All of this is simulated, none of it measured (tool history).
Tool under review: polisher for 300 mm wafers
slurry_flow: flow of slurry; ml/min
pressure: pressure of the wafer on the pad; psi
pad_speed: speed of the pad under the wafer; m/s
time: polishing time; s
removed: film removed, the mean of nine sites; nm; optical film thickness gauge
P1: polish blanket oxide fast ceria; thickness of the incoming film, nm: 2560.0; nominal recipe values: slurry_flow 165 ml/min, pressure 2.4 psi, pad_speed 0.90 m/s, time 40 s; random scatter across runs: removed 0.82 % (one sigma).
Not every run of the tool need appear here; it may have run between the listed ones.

run	hour	slurry_flow	pressure	pad_speed	time	wafers polished on this pad	hours since the slurry nozzle was cleaned	hours since the head pressure was calibrated	removed
1	4.2	165	2.4	0.90	40	143	175.6	162.5	418.87
2	7.0	255	2.4	0.90	40	193	178.4	165.3	441.25
3	10.7	100	2.4	1.38	40	258	182.1	169.0	587.63
4	14.5	165	2.4	1.38	40	326	185.9	172.8	640.82
5	17.0	100	2.4	0.90	40	370	188.4	175.3	374.80
6	19.6	165	2.4	0.90	40	416	191.0	177.9	417.53
7	23.0	165	2.4	0.90	40	477	194.4	181.3	416.27
8	25.4	165	3.7	0.90	40	519	196.8	183.7	650.09
9	29.4	165	2.4	0.90	27	590	200.8	187.7	283.35
10	31.8	165	2.4	0.60	58	633	203.2	190.1	399.85
11	34.8	165	2.4	0.90	40	686	206.2	193.1	422.11
12	37.6	165	1.1	0.90	40	736	209.0	195.9	190.49
13	41.5	165	2.4	0.90	63	805	212.9	199.8	655.51
14	44.1	165	2.4	0.90	40	852	215.5	202.4	419.19
15	46.4	165	2.4	0.40	40	892	217.8	204.7	186.44

Run 16 is up next; what results do you expect?
16	49.4	165	2.4	0.90	40	946	220.8	207.7	?

{"run 16": {"removed": 418.39}}
